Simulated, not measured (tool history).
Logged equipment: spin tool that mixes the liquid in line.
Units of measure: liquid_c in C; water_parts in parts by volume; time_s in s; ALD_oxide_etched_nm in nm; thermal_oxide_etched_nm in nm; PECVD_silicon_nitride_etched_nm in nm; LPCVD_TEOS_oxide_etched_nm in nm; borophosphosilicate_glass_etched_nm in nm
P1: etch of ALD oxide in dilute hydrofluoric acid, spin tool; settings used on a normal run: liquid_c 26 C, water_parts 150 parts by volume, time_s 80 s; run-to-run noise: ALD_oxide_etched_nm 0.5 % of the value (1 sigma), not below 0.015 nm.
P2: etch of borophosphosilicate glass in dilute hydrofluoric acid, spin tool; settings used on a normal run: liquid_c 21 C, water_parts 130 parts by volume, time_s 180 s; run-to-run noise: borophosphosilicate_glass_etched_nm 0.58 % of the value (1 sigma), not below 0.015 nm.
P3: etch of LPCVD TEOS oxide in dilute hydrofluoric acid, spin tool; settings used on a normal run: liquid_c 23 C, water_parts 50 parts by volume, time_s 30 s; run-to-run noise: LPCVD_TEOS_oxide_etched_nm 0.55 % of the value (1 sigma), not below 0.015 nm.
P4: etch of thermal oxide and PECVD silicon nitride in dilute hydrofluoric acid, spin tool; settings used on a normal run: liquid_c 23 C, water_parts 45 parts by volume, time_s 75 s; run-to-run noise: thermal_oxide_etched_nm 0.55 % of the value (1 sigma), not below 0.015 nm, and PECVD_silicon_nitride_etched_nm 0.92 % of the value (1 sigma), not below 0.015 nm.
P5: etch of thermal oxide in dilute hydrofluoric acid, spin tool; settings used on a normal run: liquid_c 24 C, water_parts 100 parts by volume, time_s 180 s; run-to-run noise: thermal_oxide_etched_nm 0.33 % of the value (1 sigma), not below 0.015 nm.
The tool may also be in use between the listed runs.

run,hour,process,liquid_c,water_parts,time_s,ALD_oxide_etched_nm,thermal_oxide_etched_nm,PECVD_silicon_nitride_etched_nm,LPCVD_TEOS_oxide_etched_nm,borophosphosilicate_glass_etched_nm
1,7.9,P1,26,150,80,7.5824,,,,
2,18.1,P4,23,45,75,,7.7507,2.6577,,
3,28,P1,19.5,150,80,5.8449,,,,
4,38.2,P4,23,45,75,,7.7516,2.6711,,
5,52.3,P1,33.5,150,80,9.8028,,,,
6,67,P1,19.5,150,35,2.5638,,,,
7,79.6,P1,26,150,15,1.4434,,,,
8,93.2,P1,31.5,95,80,15.673,,,,
9,108.5,P1,26,150,80,7.5166,,,,
10,116.4,P1,26,150,80,7.4677,,,,
11,127.9,P5,24,180,180,,4.1388,,,
12,143.9,P3,23,80,30,,,,6.3828,
13,159.7,P5,24,100,15,,0.69501,,,
14,176.7,P1,26,245,80,4.1088,,,,
15,191.6,P3,23,50,30,,,,10.563,
16,205.5,P3,23,50,55,,,,19.486,
17,219.8,P2,17,130,180,,,,,36.264
18,233.6,P1,26,150,80,7.5357,,,,
19,247.1,P3,29,50,30,,,,13.451,
20,257.2,P2,21,130,180,,,,,42.751
21,266.7,P5,28.5,100,180,,9.7249,,,
22,275.8,P2,21,130,290,,,,,68.613
23,284.7,P1,26,150,80,7.5399,,,,
24,297.3,P2,21,190,180,,,,,27.53
25,307.4,P1,26,150,120,11.281,,,,
26,324.9,P4,17.5,45,75,,6.063,1.7816,,
27,333.9,P4,23,45,135,,14.068,4.8645,,
28,342.7,P2,21,130,180,,,,,42.359
29,356.8,P4,23,25,75,,14.261,4.607,,
30,364.7,P5,24,100,180,,8.1932,,,
31,372.6,P1,26,40,80,32.622,,,,
32,390.8,P1,26,150,80,7.572,,,,
33,400.2,P1,26,150,80,7.6403,,,,
34,415.8,P1,26,150,80,7.8181,,,,
35,425.6,P1,26,150,80,7.9344,,,,
36,441.5,P1,26,150,80,8.0399,,,,
37,449.6,P1,26,150,80,7.9779,,,,
38,465.9,P1,26,150,80,8.0901,,,,
39,481.1,P1,26,150,80,8.085,,,,
40,493.2,P1,26,150,80,8.157,,,,
41,509.9,P1,26,150,80,8.0646,,,,

What P1 gives has crept away from where it was. These 2 causes fit the log equally well, each at the size given:
A: hydrofluoric acid flow above the setpoint (%) = 6.4
B: liquid hotter than its thermometer reads (K) = 1.97
The gradual shift began around hour 390.8.

Each of the 4 check runs below uses one wafer; its results are left as question marks. Which run tells the causes apart?
check 1,526.6,P5,27.5,100,20,,?,,,
check 2,526.6,P2,17,130,180,,,,,?
check 3,526.6,P3,23,65,30,,,,?,
check 4,526.6,P4,23,30,75,,?,?,,

If the cause were each of the candidates in turn, the checks would give the following:
check,result,if A,if B
check 1,thermal_oxide_etched_nm,1.1215,1.1269
check 2,borophosphosilicate_glass_etched_nm,38.608,39.037
check 3,LPCVD_TEOS_oxide_etched_nm,8.5369,8.6497
check 4,thermal_oxide_etched_nm,12.645,12.877
check 4,PECVD_silicon_nitride_etched_nm,4.1705,4.4933
How far apart the two closest causes lie, in the result that separates them most: check 1 0.47 %; check 2 1.11 %; check 3 1.31 %; check 4 7.45 %
Of the check runs offered, only check 4 discriminates between the causes; the rest would read about the same regardless of which cause applies.

Running check 4 produced the following: thermal_oxide_etched_nm 12.842 nm; PECVD_silicon_nitride_etched_nm 4.4241 nm. Which one of the listed causes fits?

It is B: liquid hotter than its thermometer reads (K).

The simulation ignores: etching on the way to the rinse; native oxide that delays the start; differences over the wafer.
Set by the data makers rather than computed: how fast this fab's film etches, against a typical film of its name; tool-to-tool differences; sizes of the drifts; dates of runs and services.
